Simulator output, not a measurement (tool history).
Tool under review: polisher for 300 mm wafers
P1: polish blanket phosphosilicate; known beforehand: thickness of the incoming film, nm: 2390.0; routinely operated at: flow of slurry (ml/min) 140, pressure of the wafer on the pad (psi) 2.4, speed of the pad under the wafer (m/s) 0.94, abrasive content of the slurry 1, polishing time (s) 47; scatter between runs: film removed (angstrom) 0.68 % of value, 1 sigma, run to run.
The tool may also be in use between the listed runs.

run	hour	flow of slurry (ml/min)	pressure of the wafer on the pad (psi)	speed of the pad under the wafer (m/s)	abrasive content of the slurry	polishing time (s)	film removed (angstrom)
1	7.1	140	2.4	0.94	1	47	2639.8
2	17.6	140	2.4	0.46	1	47	1495.2
3	24	140	2.4	0.94	1	47	2652.9
# hour 27.9: head pressure recalibrated
4	33	85	2.4	0.94	1	47	2387.3
5	43	140	2.4	1.4	1	47	3652.2
6	55.7	140	2.4	0.94	1	47	2639.4
7	62.5	140	2.4	0.94	1	47	2650
8	69.2	210	2.4	0.94	1	47	2842.2
9	82.5	140	2.4	0.94	1	26	1464.2
10	94.7	140	2.4	0.62	1.2	47	2060.5
11	105.2	140	1.4	0.94	1	47	1547
12	111.8	140	2.4	0.94	1	47	2641.6
13	121.2	140	2.4	0.94	1	73	4112.8
14	134.3	140	2.4	0.94	1	47	2628.3
# hour 135.6: slurry nozzle cleaned
15	143.7	140	2.4	0.94	0.55	31	1270.9
16	151.1	140	3.1	0.94	1	47	3406.6
17	164.4	140	2.4	0.94	0.5	47	1804
18	171.7	140	2.4	0.94	1.3	47	2988.7
19	185	140	2.4	0.94	1	47	2668.7
20	198.1	140	1.2	0.68	1	47	1016.5
21	206.1	140	2.4	0.94	1	47	2635.8
22	213.1	140	2.4	0.94	1	47	2541.3
23	221.4	140	2.4	0.94	1	47	2465.7
24	231.2	140	2.4	0.94	1	47	2380.7
# hour 235.9: head pressure recalibrated
25	241.2	140	2.4	0.94	1	47	2324.3
# hour 245.1: slurry nozzle cleaned
26	249.9	140	2.4	0.94	1	47	2349.5
# hour 255.1: conditioning disc replaced and pad reconditioned
27	262.2	140	2.4	0.94	1	47	2292
28	273.1	140	2.4	0.94	1	47	2298.5

The output of P1 has drifted from where it used to be. Each of the 2 causes below, taken at the size shown beside it, accounts for the log equally well:
A: removal rate lost through wear of the pad, % = 12.9
B: abrasive missing from the slurry, % = 24.5
The onset of the drift is placed at about hour 206.1.
Each remaining cause and why it is not a fit:
slurry flow missing at the pad, %: its service at hour 245.1 followed the start of the drift and did not put the process back to its old value
head's pressure below its setpoint, %: its service at hour 235.9 followed the start of the drift and did not put the process back to its old value
time polished since the conditioner stopped cutting, s: its service at hour 255.1 followed the start of the drift and did not put the process back to its old value

Of the 4 check runs below, each run on 5 wafers with the results averaged and each result still a question mark, which one would tell the listed causes apart?
check 1	284	140	1.7	0.94	1	47	?
check 2	284	140	2.4	1.36	1	63	?
check 3	284	140	2.4	0.5	1	70	?
check 4	284	140	1.6	0.94	0.7	47	?

If the cause were each of the candidates in turn, the checks would give the following:
check	result	if A	if B
check 1	film removed (angstrom)	1634.8	1635.6
check 2	film removed (angstrom)	4157.1	4159.3
check 3	film removed (angstrom)	2074.4	2075.5
check 4	film removed (angstrom)	1287.8	1256.8
Per check, the gap between the least separated pair of causes, taken in the result that splits them most: check 1 0.05 %; check 2 0.05 %; check 3 0.05 %; check 4 2.43 %
The causes can be told apart only by check 4. The other checks would give nearly the same results under each of them.

Check 4 was carried out, with these results: film removed (angstrom) 1254.4. Which of the listed causes is responsible?

The cause is B: abrasive missing from the slurry, %.
